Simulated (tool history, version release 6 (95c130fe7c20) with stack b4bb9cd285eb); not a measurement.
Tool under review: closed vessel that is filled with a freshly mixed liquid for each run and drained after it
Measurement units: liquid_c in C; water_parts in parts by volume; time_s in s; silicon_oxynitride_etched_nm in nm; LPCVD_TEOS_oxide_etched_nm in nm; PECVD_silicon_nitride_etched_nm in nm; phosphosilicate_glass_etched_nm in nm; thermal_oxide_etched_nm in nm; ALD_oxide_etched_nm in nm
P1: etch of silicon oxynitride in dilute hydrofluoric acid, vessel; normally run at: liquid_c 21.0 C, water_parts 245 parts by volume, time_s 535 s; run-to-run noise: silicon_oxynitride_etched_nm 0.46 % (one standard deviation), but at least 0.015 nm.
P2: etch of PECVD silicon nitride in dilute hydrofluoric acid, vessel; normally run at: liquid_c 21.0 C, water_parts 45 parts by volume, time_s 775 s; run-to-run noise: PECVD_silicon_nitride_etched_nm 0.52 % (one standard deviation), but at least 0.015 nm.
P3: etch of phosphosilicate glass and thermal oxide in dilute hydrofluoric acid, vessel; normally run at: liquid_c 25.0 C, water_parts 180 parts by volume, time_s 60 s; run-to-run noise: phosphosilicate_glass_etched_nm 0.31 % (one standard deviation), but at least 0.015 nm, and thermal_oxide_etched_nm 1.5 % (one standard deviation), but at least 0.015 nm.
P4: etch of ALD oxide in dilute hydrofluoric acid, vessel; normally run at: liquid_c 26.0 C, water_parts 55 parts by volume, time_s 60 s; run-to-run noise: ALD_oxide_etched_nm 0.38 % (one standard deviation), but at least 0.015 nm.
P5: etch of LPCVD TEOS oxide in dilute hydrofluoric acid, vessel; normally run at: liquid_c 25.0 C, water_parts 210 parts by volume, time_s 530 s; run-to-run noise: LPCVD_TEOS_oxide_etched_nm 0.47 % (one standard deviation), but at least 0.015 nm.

run	hour	process	liquid_c	water_parts	time_s	hours since the thermometer was replaced	hours since the hydrofluoric acid flow meter was replaced	silicon_oxynitride_etched_nm	LPCVD_TEOS_oxide_etched_nm	PECVD_silicon_nitride_etched_nm	phosphosilicate_glass_etched_nm	thermal_oxide_etched_nm	ALD_oxide_etched_nm
1	7.1	P1	21.0	245	535	238.9	231.7	4.4236					
2	14.7	P1	21.0	245	535	246.5	239.3	4.3910					
3	22.4	P5	19.5	210	530	254.2	247.0		45.956				
4	26.7	P2	21.0	80	775	258.5	251.3			20.9700			
5	35.0	P5	25.0	210	850	266.8	259.6		89.781				
6	42.2	P1	21.0	245	535	274.0	266.8	4.4270					
7	49.5	P1	17.0	135	535	281.3	274.1	7.0800					
8	55.2	P3	25.0	180	105	287.0	279.8				87.065	2.6438	
9	61.3	P1	17.0	245	955	293.1	285.9	6.5079					
10	65.9	P4	26.0	55	30	297.7	290.5						11.657
11	74.0	P2	21.0	45	175	305.8	298.6			8.2457			
12	78.5	P5	25.0	35	530	310.3	303.1		419.270				
13	87.8	P1	21.0	245	535	319.6	312.4	4.4187					
14	92.1	P1	21.0	245	145	323.9	316.7	1.1794					
15	101.1	P1	21.0	245	1000	332.9	325.7	8.2277					
16	107.5	P2	27.5	45	775	339.3	332.1			56.7240			
17	113.6	P4	26.0	55	60	345.4	338.2						23.328
18	119.4	P3	25.0	45	60	351.2	344.0				235.490	6.7947	
19	126.8	P1	28.0	245	535	358.6	351.4	5.9469					
20	132.7	P1	21.0	245	535	364.5	357.3	4.3802					
21	139.5	P1	21.0	245	535	371.3	364.1	4.4071					
22	148.2	P3	25.0	180	60	380.0	372.8				49.904	1.4515	
23	153.6	P1	21.0	435	535	385.4	378.2	2.1963					
24	159.6	P2	21.0	45	775	391.4	384.2			36.5650			
25	165.3	P3	30.5	180	60	397.1	389.9				60.642	1.7595	
26	171.6	P1	17.0	245	535	403.4	396.2	3.6748					
27	180.7	P1	21.0	150	535	412.5	405.3	7.6059					
28	188.7	P4	33.0	55	60	420.5	413.3						30.614
29	196.4	P2	21.0	45	775	428.2	421.0			36.5650			
30	201.9	P4	26.0	55	60	433.7	426.5						23.292
31	211.0	P4	26.0	105	60	442.8	435.6						11.403
32	218.6	P5	25.0	210	530	450.4	443.2		55.697				
33	224.8	P1	21.0	245	535	456.6	449.4	4.3551					
34	232.4	P1	21.0	245	535	464.2	457.0	4.5644					
35	237.4	P1	21.0	245	535	469.2	462.0	4.6467					
36	246.1	P1	21.0	245	535	477.9	470.7	4.6728					
37	254.7	P1	21.0	245	535	486.5	479.3	4.7805					
38	259.5	P1	21.0	245	535	491.3	484.1	4.8043					
39	264.3	P1	21.0	245	535	496.1	488.9	4.8046					
40	269.6	P1	21.0	245	535	501.4	494.2	4.8385					
41	275.8	P1	21.0	245	535	507.6	500.4	4.8369					
42	281.3	P1	21.0	245	535	513.1	505.9	4.8848					
43	290.2	P1	21.0	245	535	522.0	514.8	4.8223					

Compared with where it was, what P1 gives has crept away. Each cause listed below fits the log as well as the rest, at the size given for it:
A: hydrofluoric acid flow above the setpoint (%) = 8.79
B: liquid hotter than its thermometer reads (K) = 2.19
Onset of the creep was near hour 224.8.

Question marks stand in for the results of the 4 check runs listed below, each run on one wafer. Under which run would the listed causes show clearly different results?
check 1	299.1	P5	25.0	95	530				?				
check 2	299.1	P3	29.0	45	60						?	?	
check 3	299.1	P4	26.0	100	30								?
check 4	299.1	P2	26.0	75	775					?			

How each check would come out, cause by cause:
check	result	if A	if B
check 1	LPCVD_TEOS_oxide_etched_nm	156.120	154.770
check 2	phosphosilicate_glass_etched_nm	302.220	301.140
check 2	thermal_oxide_etched_nm	8.8830	8.8513
check 3	ALD_oxide_etched_nm	6.6418	6.5732
check 4	PECVD_silicon_nitride_etched_nm	33.7910	35.8510
Distance between the nearest two causes, measured in the result of the check that separates them most: check 1 0.86 %; check 2 0.36 %; check 3 1.04 %; check 4 5.92 %
Check 4 distinguishes between the causes, while the remaining checks would return nearly the same result for all of them.

The results of check 4 are: PECVD_silicon_nitride_etched_nm 35.8540 nm. Based on these, which of the listed causes is it?

Of the candidate causes, it is B: liquid hotter than its thermometer reads (K).
